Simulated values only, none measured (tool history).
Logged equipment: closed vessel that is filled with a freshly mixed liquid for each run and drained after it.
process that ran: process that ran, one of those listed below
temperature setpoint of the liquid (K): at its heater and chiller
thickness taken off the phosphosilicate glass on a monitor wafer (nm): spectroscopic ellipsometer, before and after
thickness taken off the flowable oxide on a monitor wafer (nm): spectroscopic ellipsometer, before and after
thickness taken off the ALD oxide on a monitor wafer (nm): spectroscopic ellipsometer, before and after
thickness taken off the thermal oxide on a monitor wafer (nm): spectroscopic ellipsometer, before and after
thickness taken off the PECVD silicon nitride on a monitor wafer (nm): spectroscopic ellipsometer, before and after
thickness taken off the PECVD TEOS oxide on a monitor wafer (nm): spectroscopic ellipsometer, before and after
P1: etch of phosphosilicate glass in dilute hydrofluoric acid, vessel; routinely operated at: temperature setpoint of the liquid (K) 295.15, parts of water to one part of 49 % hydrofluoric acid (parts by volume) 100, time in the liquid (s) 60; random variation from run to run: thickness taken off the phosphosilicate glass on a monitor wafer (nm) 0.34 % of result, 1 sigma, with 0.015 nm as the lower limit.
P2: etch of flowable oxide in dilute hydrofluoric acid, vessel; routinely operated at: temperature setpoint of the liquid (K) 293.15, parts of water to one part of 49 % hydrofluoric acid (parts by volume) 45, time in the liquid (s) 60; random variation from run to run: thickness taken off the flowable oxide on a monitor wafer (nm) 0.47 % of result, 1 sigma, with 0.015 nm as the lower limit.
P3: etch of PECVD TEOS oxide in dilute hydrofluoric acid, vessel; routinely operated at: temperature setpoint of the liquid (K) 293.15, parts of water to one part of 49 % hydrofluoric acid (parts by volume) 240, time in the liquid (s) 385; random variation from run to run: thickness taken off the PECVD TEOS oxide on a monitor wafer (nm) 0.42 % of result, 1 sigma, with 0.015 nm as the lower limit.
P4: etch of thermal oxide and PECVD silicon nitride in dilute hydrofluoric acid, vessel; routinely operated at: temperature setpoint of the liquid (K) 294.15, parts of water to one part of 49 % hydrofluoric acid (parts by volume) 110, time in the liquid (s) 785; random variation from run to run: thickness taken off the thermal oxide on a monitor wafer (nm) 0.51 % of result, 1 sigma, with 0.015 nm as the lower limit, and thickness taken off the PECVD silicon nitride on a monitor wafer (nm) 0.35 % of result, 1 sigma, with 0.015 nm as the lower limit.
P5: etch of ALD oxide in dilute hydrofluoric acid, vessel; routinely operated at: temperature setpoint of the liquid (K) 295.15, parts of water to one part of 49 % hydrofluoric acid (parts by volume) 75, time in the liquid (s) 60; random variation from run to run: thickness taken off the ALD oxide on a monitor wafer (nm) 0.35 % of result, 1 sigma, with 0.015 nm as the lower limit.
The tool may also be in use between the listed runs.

run	hour	process that ran	temperature setpoint of the liquid (K)	parts of water to one part of 49 % hydrofluoric acid (parts by volume)	time in the liquid (s)	thickness taken off the phosphosilicate glass on a monitor wafer (nm)	thickness taken off the flowable oxide on a monitor wafer (nm)	thickness taken off the ALD oxide on a monitor wafer (nm)	thickness taken off the thermal oxide on a monitor wafer (nm)	thickness taken off the PECVD silicon nitride on a monitor wafer (nm)	thickness taken off the PECVD TEOS oxide on a monitor wafer (nm)
1	10.2	P1	295.15	100	60	111.970					
2	18.3	P2	293.15	45	30		27.234				
3	31.7	P5	295.15	75	60			19.273			
4	43.9	P1	301.15	100	60	142.020					
5	54.5	P1	295.15	100	60	111.390					
6	62.9	P2	293.15	20	60		127.010				
7	73.4	P1	295.15	100	60	111.160					
8	85.7	P4	294.15	110	445				16.371	9.6166	
9	97.1	P1	291.65	100	110	177.520					
10	104.2	P1	295.15	100	30	55.913					
11	114.5	P4	294.15	110	785				29.189	16.8380	
12	127.8	P1	295.15	155	60	67.746					
13	137.6	P1	295.15	100	95	175.930					
14	150.9	P5	295.15	130	60			10.374			
15	156.8	P4	294.15	195	785				14.889	9.6512	
16	165.5	P1	295.15	155	95	106.670					
17	177.8	P2	293.15	45	60		54.998				
18	191.0	P3	293.15	40	385						71.7050
19	202.4	P2	298.65	45	60		68.680				
20	211.4	P5	300.65	75	60			24.012			
21	218.9	P1	290.15	100	60	90.684					
22	225.9	P2	293.15	45	60		54.524				
23	237.6	P3	293.15	240	615						15.4640
24	248.4	P4	290.15	110	785				24.594	12.8640	
25	254.2	P3	293.15	240	385						9.7079
26	260.1	P1	295.15	40	60	300.690					
27	267.2	P3	290.15	240	385						8.6657
28	276.5	P1	295.15	100	60	110.790					
29	289.3	P5	295.15	75	100			32.110			
30	299.2	P1	295.15	100	60	112.290					
31	310.9	P4	294.15	110	785				29.195	16.9040	
32	317.7	P1	295.15	100	60	111.590					
33	327.5	P1	290.15	100	30	45.595					
34	335.2	P1	295.15	100	60	112.220					
35	348.3	P1	295.15	100	60	112.010					
36	356.3	P1	295.15	100	60	113.750					
37	368.5	P1	295.15	100	60	116.220					
38	375.2	P1	295.15	100	60	116.650					
39	383.2	P1	295.15	100	60	118.010					
40	394.2	P1	295.15	100	60	118.550					
41	406.2	P1	295.15	100	60	119.290					
42	416.9	P1	295.15	100	60	120.240					
43	430.0	P1	295.15	100	60	119.630					
44	437.3	P1	295.15	100	60	120.150					
45	445.7	P1	295.15	100	60	119.390					

What P1 gives has crept off from where it sat before. The 2 causes that follow fit the log equally well, each at the size noted:
A: liquid hotter than its thermometer reads (K) = 1.7
B: hydrofluoric acid flow above the setpoint (%) = 6.3
The drift started at roughly hour 348.3.

4 check runs are offered, one wafer each, their results left as question marks. Which one tells the causes apart?
check 1	454.1	P3	293.15	240	385						?
check 2	454.1	P4	294.15	110	785				?	?	
check 3	454.1	P5	295.15	75	60			?			
check 4	454.1	P2	293.15	45	60		?				

Check results expected under each cause:
check	result	if A	if B
check 1	thickness taken off the PECVD TEOS oxide on a monitor wafer (nm)	10.3250	10.4400
check 2	thickness taken off the thermal oxide on a monitor wafer (nm)	31.086	31.095
check 2	thickness taken off the PECVD silicon nitride on a monitor wafer (nm)	18.9340	17.9440
check 3	thickness taken off the ALD oxide on a monitor wafer (nm)	20.618	20.559
check 4	thickness taken off the flowable oxide on a monitor wafer (nm)	58.569	58.126
Minimum pairwise separation of causes per check, each pair taken at its best-separating result: check 1 1.1 %; check 2 5.37 %; check 3 0.28 %; check 4 0.76 %
Check 2 is the one run that separates the causes; every other check would come out nearly the same whichever cause is at work.

Running check 2 produced the following: thickness taken off the thermal oxide on a monitor wafer (nm) 31.274; thickness taken off the PECVD silicon nitride on a monitor wafer (nm) 18.9700. Which one of the listed causes fits?

It is A: liquid hotter than its thermometer reads (K).
